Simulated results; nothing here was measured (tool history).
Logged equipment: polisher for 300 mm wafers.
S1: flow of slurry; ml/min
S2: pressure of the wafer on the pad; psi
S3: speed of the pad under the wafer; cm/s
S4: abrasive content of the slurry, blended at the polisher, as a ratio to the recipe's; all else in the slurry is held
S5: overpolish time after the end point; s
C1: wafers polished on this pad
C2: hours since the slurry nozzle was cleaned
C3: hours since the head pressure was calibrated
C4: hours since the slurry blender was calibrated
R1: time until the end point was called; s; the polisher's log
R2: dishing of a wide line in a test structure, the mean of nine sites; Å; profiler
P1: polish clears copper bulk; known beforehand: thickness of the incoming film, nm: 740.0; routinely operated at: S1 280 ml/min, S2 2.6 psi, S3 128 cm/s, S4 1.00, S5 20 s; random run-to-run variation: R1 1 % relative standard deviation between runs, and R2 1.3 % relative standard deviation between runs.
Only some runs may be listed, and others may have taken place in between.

run 1 hour=9.6 | S1=280 S2=2.6 S3=128 S4=1.00 S5=20 | C1=518 C2=246.9 C3=223.2 C4=103.3 | R1=65.746 R2=973.69
run 2 hour=17.1 | S1=280 S2=2.6 S3=128 S4=1.00 S5=20 | C1=567 C2=254.4 C3=230.7 C4=110.8 | R1=64.050 R2=955.14
run 3 hour=29.7 | S1=280 S2=2.6 S3=58 S4=1.00 S5=20 | C1=649 C2=267.0 C3=243.3 C4=123.4 | R1=142.980 R2=610.05
run 4 hour=37.3 | S1=280 S2=2.6 S3=88 S4=1.40 S5=20 | C1=698 C2=274.6 C3=250.9 C4=131.0 | R1=87.806 R2=816.31
-- hour=43.0 worn pad replaced by a new one
-- hour=47.2 slurry blender recalibrated
run 5 hour=48.7 | S1=280 S2=2.6 S3=128 S4=1.00 S5=20 | C1=37 C2=286.0 C3=262.3 C4=1.5 | R1=64.780 R2=961.35
-- hour=58.2 slurry nozzle cleaned
run 6 hour=58.5 | S1=280 S2=2.6 S3=176 S4=1.00 S5=20 | C1=100 C2=0.3 C3=272.1 C4=11.3 | R1=47.866 R2=1109.80
run 7 hour=69.0 | S1=280 S2=2.6 S3=128 S4=1.00 S5=6 | C1=169 C2=10.8 C3=282.6 C4=21.8 | R1=64.884 R2=438.30
run 8 hour=76.4 | S1=280 S2=2.6 S3=128 S4=1.00 S5=20 | C1=217 C2=18.2 C3=290.0 C4=29.2 | R1=65.747 R2=945.88
run 9 hour=84.8 | S1=280 S2=2.6 S3=128 S4=1.00 S5=30 | C1=271 C2=26.6 C3=298.4 C4=37.6 | R1=66.064 R2=1153.30
run 10 hour=94.9 | S1=280 S2=2.6 S3=128 S4=0.70 S5=20 | C1=337 C2=36.7 C3=308.5 C4=47.7 | R1=70.188 R2=929.32
run 11 hour=102.5 | S1=170 S2=2.6 S3=128 S4=1.00 S5=20 | C1=386 C2=44.3 C3=316.1 C4=55.3 | R1=70.026 R2=916.32
run 12 hour=111.8 | S1=280 S2=2.6 S3=128 S4=1.00 S5=20 | C1=446 C2=53.6 C3=325.4 C4=64.6 | R1=65.159 R2=968.50
run 13 hour=118.8 | S1=280 S2=2.6 S3=128 S4=1.00 S5=20 | C1=492 C2=60.6 C3=332.4 C4=71.6 | R1=64.922 R2=974.52
run 14 hour=124.4 | S1=355 S2=2.6 S3=128 S4=1.00 S5=20 | C1=528 C2=66.2 C3=338.0 C4=77.2 | R1=64.045 R2=960.02
run 15 hour=135.3 | S1=280 S2=2.6 S3=128 S4=1.35 S5=20 | C1=599 C2=77.1 C3=348.9 C4=88.1 | R1=60.572 R2=983.50
-- hour=140.6 head pressure recalibrated
run 16 hour=146.8 | S1=280 S2=1.3 S3=128 S4=1.00 S5=20 | C1=673 C2=88.6 C3=6.3 C4=99.6 | R1=128.870 R2=583.93
run 17 hour=154.5 | S1=280 S2=4.0 S3=128 S4=1.00 S5=20 | C1=723 C2=96.3 C3=14.0 C4=107.3 | R1=41.944 R2=1287.70
run 18 hour=161.2 | S1=280 S2=2.6 S3=128 S4=1.00 S5=20 | C1=767 C2=103.0 C3=20.7 C4=114.0 | R1=64.660 R2=987.16
run 19 hour=172.9 | S1=280 S2=2.6 S3=128 S4=1.00 S5=20 | C1=843 C2=114.7 C3=32.4 C4=125.7 | R1=67.094 R2=955.10
run 20 hour=179.3 | S1=280 S2=2.6 S3=128 S4=1.00 S5=20 | C1=884 C2=121.1 C3=38.8 C4=132.1 | R1=66.024 R2=948.41
run 21 hour=186.4 | S1=280 S2=2.6 S3=128 S4=1.00 S5=20 | C1=930 C2=128.2 C3=45.9 C4=139.2 | R1=67.085 R2=937.37
run 22 hour=197.8 | S1=280 S2=2.6 S3=128 S4=1.00 S5=20 | C1=1004 C2=139.6 C3=57.3 C4=150.6 | R1=67.260 R2=937.74
run 23 hour=203.7 | S1=280 S2=2.6 S3=128 S4=1.00 S5=20 | C1=1043 C2=145.5 C3=63.2 C4=156.5 | R1=67.416 R2=950.87
-- hour=209.1 worn pad replaced by a new one
-- hour=213.5 head pressure recalibrated
run 24 hour=215.3 | S1=280 S2=2.6 S3=128 S4=1.00 S5=20 | C1=40 C2=157.1 C3=1.9 C4=168.1 | R1=68.435 R2=933.89
run 25 hour=225.1 | S1=280 S2=2.6 S3=128 S4=1.00 S5=20 | C1=103 C2=166.9 C3=11.7 C4=177.9 | R1=68.209 R2=943.09

Forecast run 26:
run 26 hour=234.8 | S1=280 S2=2.6 S3=128 S4=1.00 S5=20 | C1=166 C2=176.6 C3=21.4 C4=187.6 | R1=? R2=?

Run 26 gave R1 69.366 s, R2 943.68 Å.

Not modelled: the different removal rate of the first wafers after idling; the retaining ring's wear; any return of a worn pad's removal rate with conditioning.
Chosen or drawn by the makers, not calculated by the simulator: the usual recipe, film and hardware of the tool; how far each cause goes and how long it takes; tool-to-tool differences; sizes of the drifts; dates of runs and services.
